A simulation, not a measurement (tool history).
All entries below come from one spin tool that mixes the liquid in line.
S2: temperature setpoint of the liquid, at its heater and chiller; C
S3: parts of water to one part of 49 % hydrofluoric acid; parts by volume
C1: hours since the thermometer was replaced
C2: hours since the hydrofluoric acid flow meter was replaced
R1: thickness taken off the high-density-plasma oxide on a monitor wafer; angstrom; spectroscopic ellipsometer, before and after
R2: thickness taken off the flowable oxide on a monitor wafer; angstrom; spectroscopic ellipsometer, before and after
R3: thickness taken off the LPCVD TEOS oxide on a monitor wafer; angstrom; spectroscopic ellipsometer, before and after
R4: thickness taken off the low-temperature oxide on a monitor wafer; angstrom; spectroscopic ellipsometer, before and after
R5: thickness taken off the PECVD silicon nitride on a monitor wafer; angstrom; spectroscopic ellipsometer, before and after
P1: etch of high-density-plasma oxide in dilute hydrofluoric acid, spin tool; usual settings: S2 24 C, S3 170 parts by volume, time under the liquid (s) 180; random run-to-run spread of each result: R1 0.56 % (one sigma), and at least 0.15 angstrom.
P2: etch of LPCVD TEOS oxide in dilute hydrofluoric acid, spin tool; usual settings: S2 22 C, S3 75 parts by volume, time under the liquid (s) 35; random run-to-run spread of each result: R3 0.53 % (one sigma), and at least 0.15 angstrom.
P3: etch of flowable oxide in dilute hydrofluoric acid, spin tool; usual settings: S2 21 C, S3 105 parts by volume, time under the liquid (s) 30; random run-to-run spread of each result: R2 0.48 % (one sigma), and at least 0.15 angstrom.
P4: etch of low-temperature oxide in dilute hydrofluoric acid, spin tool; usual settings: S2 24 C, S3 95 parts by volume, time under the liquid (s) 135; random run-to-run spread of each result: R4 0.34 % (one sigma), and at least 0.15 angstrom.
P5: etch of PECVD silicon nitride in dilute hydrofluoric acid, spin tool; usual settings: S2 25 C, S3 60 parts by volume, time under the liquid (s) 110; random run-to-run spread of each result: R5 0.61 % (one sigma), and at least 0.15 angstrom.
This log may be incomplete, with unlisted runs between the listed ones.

Run 1, day 0.179: process that ran P1, S2 24 C, S3 170 parts by volume, time under the liquid (s) 180; C1 1389.7; C2 275. Result: R1 55.058 angstrom.
Run 2, day 0.492: process that ran P1, S2 27.5 C, S3 170 parts by volume, time under the liquid (s) 180; C1 1397.2; C2 282.5. Result: R1 63.576 angstrom.
Run 3, day 0.738: process that ran P3, S2 21 C, S3 65 parts by volume, time under the liquid (s) 30; C1 1403.1; C2 288.4. Result: R2 220.57 angstrom.
Run 4, day 1.062: process that ran P2, S2 22 C, S3 75 parts by volume, time under the liquid (s) 15; C1 1410.9; C2 296.2. Result: R3 58.057 angstrom.
Run 5, day 1.375: process that ran P4, S2 31 C, S3 95 parts by volume, time under the liquid (s) 135; C1 1418.4; C2 303.7. Result: R4 622.96 angstrom.
Run 6, day 1.642: process that ran P1, S2 24 C, S3 170 parts by volume, time under the liquid (s) 180; C1 1424.8; C2 310.1. Result: R1 55.572 angstrom.
Run 7, day 1.8: process that ran P5, S2 25 C, S3 20 parts by volume, time under the liquid (s) 110; C1 1428.6; C2 313.9. Result: R5 133.04 angstrom.
Run 8, day 1.996: process that ran P1, S2 17.5 C, S3 170 parts by volume, time under the liquid (s) 180; C1 1433.3; C2 318.6. Result: R1 43.075 angstrom.
Run 9, day 2.204: process that ran P1, S2 24 C, S3 170 parts by volume, time under the liquid (s) 270; C1 1438.3; C2 323.6. Result: R1 82.666 angstrom.
Run 10, day 2.417: process that ran P2, S2 22 C, S3 75 parts by volume, time under the liquid (s) 35; C1 1443.4; C2 328.7. Result: R3 133.01 angstrom.
Run 11, day 2.571: process that ran P4, S2 24 C, S3 95 parts by volume, time under the liquid (s) 260; C1 1447.1; C2 332.4. Result: R4 916.5 angstrom.
Run 12, day 2.783: process that ran P5, S2 25 C, S3 60 parts by volume, time under the liquid (s) 110; C1 1452.2; C2 337.5. Result: R5 45.795 angstrom.
Run 13, day 3.05: process that ran P4, S2 24 C, S3 175 parts by volume, time under the liquid (s) 135; C1 1458.6; C2 343.9. Result: R4 234.93 angstrom.
Run 14, day 3.371: process that ran P1, S2 24 C, S3 170 parts by volume, time under the liquid (s) 15; C1 1466.3; C2 351.6. Result: R1 4.6581 angstrom.
Run 15, day 3.692: process that ran P1, S2 24 C, S3 170 parts by volume, time under the liquid (s) 180; C1 1474; C2 359.3. Result: R1 56.065 angstrom.
Run 16, day 3.95: process that ran P1, S2 24 C, S3 170 parts by volume, time under the liquid (s) 180; C1 1480.2; C2 365.5. Result: R1 56.002 angstrom.
Run 17, day 4.229: process that ran P5, S2 32 C, S3 60 parts by volume, time under the liquid (s) 110; C1 1486.9; C2 372.2. Result: R5 72.072 angstrom.
At day 4.312: hydrofluoric acid flow meter replaced.
Run 18, day 4.4: process that ran P3, S2 21 C, S3 105 parts by volume, time under the liquid (s) 15; C1 1491; C2 2.2. Result: R2 65.339 angstrom.
Run 19, day 4.65: process that ran P3, S2 21 C, S3 105 parts by volume, time under the liquid (s) 30; C1 1497; C2 8.2. Result: R2 130.65 angstrom.
Run 20, day 4.983: process that ran P1, S2 29 C, S3 170 parts by volume, time under the liquid (s) 335; C1 1505; C2 16.2. Result: R1 125.57 angstrom.

Run 21 is up next; what results do you expect?
Run 21, day 5.25: process that ran P2, S2 22 C, S3 20 parts by volume, time under the liquid (s) 35; C1 1511.4; C2 22.6. Result: R3 ?.

R3: 536.97 angstrom
